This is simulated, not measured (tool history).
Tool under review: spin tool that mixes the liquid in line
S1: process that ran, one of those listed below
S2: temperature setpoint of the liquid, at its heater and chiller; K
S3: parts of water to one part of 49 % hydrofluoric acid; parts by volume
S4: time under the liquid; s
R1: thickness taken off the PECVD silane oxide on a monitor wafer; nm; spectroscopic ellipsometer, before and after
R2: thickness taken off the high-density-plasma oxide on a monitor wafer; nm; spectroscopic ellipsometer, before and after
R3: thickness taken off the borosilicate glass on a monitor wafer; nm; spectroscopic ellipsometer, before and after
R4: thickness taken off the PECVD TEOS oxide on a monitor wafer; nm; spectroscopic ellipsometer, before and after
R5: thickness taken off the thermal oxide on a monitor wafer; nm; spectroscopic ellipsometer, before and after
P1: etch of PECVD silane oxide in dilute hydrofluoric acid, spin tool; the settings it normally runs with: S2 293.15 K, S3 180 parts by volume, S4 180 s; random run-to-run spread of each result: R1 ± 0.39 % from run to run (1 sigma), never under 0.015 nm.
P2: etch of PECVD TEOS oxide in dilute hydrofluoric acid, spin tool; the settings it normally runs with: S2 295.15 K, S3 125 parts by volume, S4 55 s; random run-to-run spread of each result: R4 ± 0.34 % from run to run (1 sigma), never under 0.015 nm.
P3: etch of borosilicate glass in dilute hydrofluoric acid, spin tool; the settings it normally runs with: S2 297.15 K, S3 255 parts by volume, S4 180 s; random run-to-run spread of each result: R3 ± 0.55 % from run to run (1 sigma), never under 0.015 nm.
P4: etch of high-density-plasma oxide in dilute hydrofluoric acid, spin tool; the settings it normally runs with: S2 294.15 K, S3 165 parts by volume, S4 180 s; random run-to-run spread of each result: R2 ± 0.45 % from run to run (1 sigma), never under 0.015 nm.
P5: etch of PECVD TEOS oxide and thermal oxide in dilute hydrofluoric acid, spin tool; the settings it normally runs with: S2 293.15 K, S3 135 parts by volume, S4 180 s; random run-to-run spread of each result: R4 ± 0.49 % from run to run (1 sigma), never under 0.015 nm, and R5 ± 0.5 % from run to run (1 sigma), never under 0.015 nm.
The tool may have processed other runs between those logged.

run 1 hour=8.4 | S1=P1 S2=293.15 S3=180 S4=180 | R1=11.8180
run 2 hour=20.3 | S1=P4 S2=294.15 S3=260 S4=180 | R2=5.1206
run 3 hour=29.9 | S1=P1 S2=293.15 S3=180 S4=85 | R1=5.6385
run 4 hour=37.0 | S1=P1 S2=293.15 S3=180 S4=180 | R1=11.8130
run 5 hour=42.4 | S1=P1 S2=293.15 S3=180 S4=180 | R1=11.8060
run 6 hour=53.7 | S1=P3 S2=297.15 S3=255 S4=180 | R3=21.449
run 7 hour=59.8 | S1=P4 S2=294.15 S3=165 S4=180 | R2=8.8535
run 8 hour=67.3 | S1=P5 S2=293.15 S3=135 S4=180 | R4=19.5290 R5=5.2246
run 9 hour=77.4 | S1=P3 S2=297.15 S3=255 S4=310 | R3=36.663
run 10 hour=83.7 | S1=P5 S2=301.15 S3=135 S4=180 | R4=26.4580 R5=7.0768
run 11 hour=90.7 | S1=P1 S2=300.15 S3=180 S4=180 | R1=15.5090
run 12 hour=99.9 | S1=P2 S2=295.15 S3=125 S4=55 | R4=6.6462
run 13 hour=106.0 | S1=P2 S2=295.15 S3=125 S4=15 | R4=1.8263
run 14 hour=117.2 | S1=P1 S2=290.15 S3=180 S4=180 | R1=10.5610
run 15 hour=124.7 | S1=P4 S2=290.15 S3=165 S4=180 | R2=7.5106
run 16 hour=136.8 | S1=P1 S2=293.15 S3=180 S4=180 | R1=11.8410
run 17 hour=144.6 | S1=P3 S2=297.15 S3=255 S4=180 | R3=21.234
run 18 hour=156.2 | S1=P5 S2=293.15 S3=205 S4=180 | R4=12.0020 R5=3.1997
run 19 hour=163.2 | S1=P2 S2=302.15 S3=125 S4=55 | R4=8.7531

What does the tool deliver on the next run?
run 20 hour=173.7 | S1=P5 S2=293.15 S3=135 S4=330 | R4=? R5=?

{"run 20": {"R4": 36.113, "R5": 9.544}}
